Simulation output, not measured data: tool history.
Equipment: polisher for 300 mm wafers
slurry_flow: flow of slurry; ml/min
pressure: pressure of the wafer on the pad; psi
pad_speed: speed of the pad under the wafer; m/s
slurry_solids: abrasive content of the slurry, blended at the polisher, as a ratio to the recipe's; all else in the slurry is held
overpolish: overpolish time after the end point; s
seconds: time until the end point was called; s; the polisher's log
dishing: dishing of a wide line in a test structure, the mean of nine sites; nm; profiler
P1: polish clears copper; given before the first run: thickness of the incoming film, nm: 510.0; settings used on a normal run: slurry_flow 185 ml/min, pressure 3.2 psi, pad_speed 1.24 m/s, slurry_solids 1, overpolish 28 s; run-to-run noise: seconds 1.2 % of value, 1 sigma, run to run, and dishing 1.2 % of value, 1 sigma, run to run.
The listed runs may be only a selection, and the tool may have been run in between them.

run   hour  slurry_flow  pressure  pad_speed  slurry_solids  overpolish  seconds  dishing
  1    6.7          185       3.2       1.24              1          28   107.43   55.302
  2     16          185       3.2        1.6              1          28   84.872   63.013
  3   28.6          185       3.2       0.56              1          54   245.73   53.299
  4   37.2          185       3.2       1.24              1          28   110.06   56.266
  5   47.1          110       3.2       1.24              1          28   119.44   54.274
  6   58.4          275       3.2       1.24              1          28    102.3   57.563
  7   73.3          185       3.2       1.24              1           8    109.8   24.996
  8   83.3          185       3.2       1.24              1          28   109.68   57.445
  9   90.6          185       3.2       1.24              1          53   107.49   70.611
 10    102          185       3.2       1.24           0.55          28   125.16   53.478
 11  113.9          185       3.2       1.24              1          28   108.74   56.183
 12  125.9          185       3.9       1.24            1.4          28   84.019   64.814
 13  138.5          185       3.2       1.24              1          28   110.18    57.65
 14  149.9          185       1.6       1.24              1          28   221.29   35.737
 15  157.5          185       3.2        1.8            0.8          28    77.89   63.636
 16    170          185       3.2        0.6              1          28   229.58   37.337
 17  181.2          185       4.9       1.24              1          28   70.982    70.51
 18  193.4          185       3.2       1.24            1.3          28    102.4   58.122
 19  205.8          185       3.2       1.24              1          28    109.8   57.034
 20  217.7          185       3.2       1.24              1          28    108.2   56.341
 21  224.6          185       3.2       1.24              1          28      110   55.813

Run 22, settings as shown, results not yet in. Your forecast:
 22  236.3          185       3.2       1.24              1          28        ?        ?

seconds: 115.31 s
dishing: 55.342 nm
